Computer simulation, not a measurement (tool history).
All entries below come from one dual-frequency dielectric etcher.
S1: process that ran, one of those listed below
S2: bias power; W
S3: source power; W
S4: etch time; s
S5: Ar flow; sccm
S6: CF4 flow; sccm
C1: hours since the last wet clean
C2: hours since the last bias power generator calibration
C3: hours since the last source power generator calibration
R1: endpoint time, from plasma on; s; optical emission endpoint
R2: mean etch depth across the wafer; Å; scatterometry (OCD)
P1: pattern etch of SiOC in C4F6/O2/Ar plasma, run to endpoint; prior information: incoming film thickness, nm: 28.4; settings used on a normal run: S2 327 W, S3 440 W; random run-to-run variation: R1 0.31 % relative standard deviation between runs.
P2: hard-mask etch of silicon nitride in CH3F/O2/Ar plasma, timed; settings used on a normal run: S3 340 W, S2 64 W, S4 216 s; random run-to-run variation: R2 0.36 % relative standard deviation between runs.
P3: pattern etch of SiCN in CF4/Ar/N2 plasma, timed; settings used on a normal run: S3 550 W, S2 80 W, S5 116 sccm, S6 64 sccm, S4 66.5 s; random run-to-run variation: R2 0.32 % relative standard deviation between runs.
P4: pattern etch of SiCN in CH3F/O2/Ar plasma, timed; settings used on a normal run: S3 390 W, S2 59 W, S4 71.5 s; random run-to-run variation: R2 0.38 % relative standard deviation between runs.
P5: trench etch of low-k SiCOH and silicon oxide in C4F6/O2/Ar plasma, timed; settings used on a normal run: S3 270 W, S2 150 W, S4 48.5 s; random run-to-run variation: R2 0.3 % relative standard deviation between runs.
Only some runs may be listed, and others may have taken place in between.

run	hour	S1	S2	S3	S4	S5	S6	C1	C2	C3	R1	R2
1	15.6	P1	327	440				254.1	1860.1	1859.3	10.712	
2	30.2	P5	150	270	36			268.7	1874.7	1873.9		921.75
3	47	P2	64	460	216			285.5	1891.5	1890.7		1548.2
4	59.4	P5	150	270	48.5			297.9	1903.9	1903.1		1241.6
5	75.7	P2	64	340	119			314.2	1920.2	1919.4		763.81
6	91.1	P3	80	340	66.5	116	64	329.6	1935.6	1934.8		462.74
7	107.9	P1	327	580				346.4	1952.4	1951.6	9.6776	
8	122.9	P1	205	440				361.4	1967.4	1966.6	12.545	
# hour 128.8: wet clean of the chamber
9	134.9	P3	80	550	66.5	116	64	6.1	1979.4	1978.6		700.86
10	148.4	P3	106	550	66.5	116	64	19.6	1992.9	1992.1		780.8
11	163.9	P3	80	550	66.5	116	77	35.1	2008.4	2007.6		719.13
12	177.2	P1	438	440				48.4	2021.7	2020.9	9.5966	
# hour 188.9: source power generator calibrated
13	194.5	P1	327	440				65.7	2039	5.6	10.759	
14	207.1	P4	59	390	52			78.3	2051.6	18.2		177.14
15	215.9	P5	150	270	48.5			87.1	2060.4	27		1239
16	224.2	P1	327	440				95.4	2068.7	35.3	10.698	
17	233.7	P1	327	330				104.9	2078.2	44.8	11.898	
18	243.4	P5	150	190	48.5			114.6	2087.9	54.5		1078.1
19	259.4	P1	327	440				130.6	2103.9	70.5	10.731	
20	274.6	P4	59	390	71.5			145.8	2119.1	85.7		244.97
21	291.4	P1	327	440				162.6	2135.9	102.5	10.745	
22	308.8	P3	80	550	66.5	116	64	180	2153.3	119.9		700.45
23	316.7	P1	215	270				187.9	2161.2	127.8	14.821	
24	329.1	P3	80	550	66.5	90	64	200.3	2173.6	140.2		729.37
25	339.5	P4	59	520	71.5			210.7	2184	150.6		274.54
26	351.7	P4	79	390	71.5			222.9	2196.2	162.8		271.35
27	367.4	P5	198	270	48.5			238.6	2211.9	178.5		1357.2
28	375.9	P2	64	340	216			247.1	2220.4	187		1386.4
29	390.9	P3	80	550	87.5	116	64	262.1	2235.4	202		926.86
30	404.1	P2	77	340	216			275.3	2248.6	215.2		1473.1
31	421.6	P1	327	440				292.8	2266.1	232.7	10.704	
32	435.9	P1	327	440				307.1	2280.4	247	10.717	
33	445.6	P1	327	440				316.8	2290.1	256.7	10.596	
34	453.8	P1	327	440				325	2298.3	264.9	10.644	
35	468.3	P1	327	440				339.5	2312.8	279.4	10.505	
# hour 472.6: wet clean of the chamber
36	481.8	P1	327	440				9.2	2326.3	292.9	10.536	
37	490.2	P1	327	440				17.6	2334.7	301.3	10.524	
38	498.4	P1	327	440				25.8	2342.9	309.5	10.519	

What P1 gives has crept off from where it sat before. The 2 causes that follow fit the log equally well, each at the size noted:
A: bias power that arrives over what is set, % = 4.86
B: source power that arrives over what is set, % = 4.48
At approximately hour 435.9, the process output began to creep.
Every other cause this tool's parts could produce, and why it does not fit the log:
chamber walls in a state that raises the etch rate, %: maintenance at hour 472.6, after the shift began, did not return the process to its former output

Which of the 4 check runs listed below, each an average over 2 wafers with its results shown as question marks, gives clearly different results under the different listed causes?
check 1	506.6	P3	80	550	66.5	116	64					?
check 2	506.6	P4	59	390	71.5							?
check 3	506.6	P2	64	340	216							?
check 4	506.6	P5	150	270	48.5							?

If the cause were each of the candidates in turn, the checks would give the following:
check	result	if A	if B
check 1	R2	714.37	729.54
check 2	R2	247.95	248.08
check 3	R2	1406.7	1407.4
check 4	R2	1260	1262.7
Gap, in per cent, between the two causes that each check separates least, read from the result that separates them most: check 1 2.1 %; check 2 0.06 %; check 3 0.05 %; check 4 0.22 %
Check 1 distinguishes between the causes, while the remaining checks would return nearly the same result for all of them.

Check 1 was then run and gave: R2 714.86 Å. Which cause is it?

A is the cause: bias power that arrives over what is set, %.
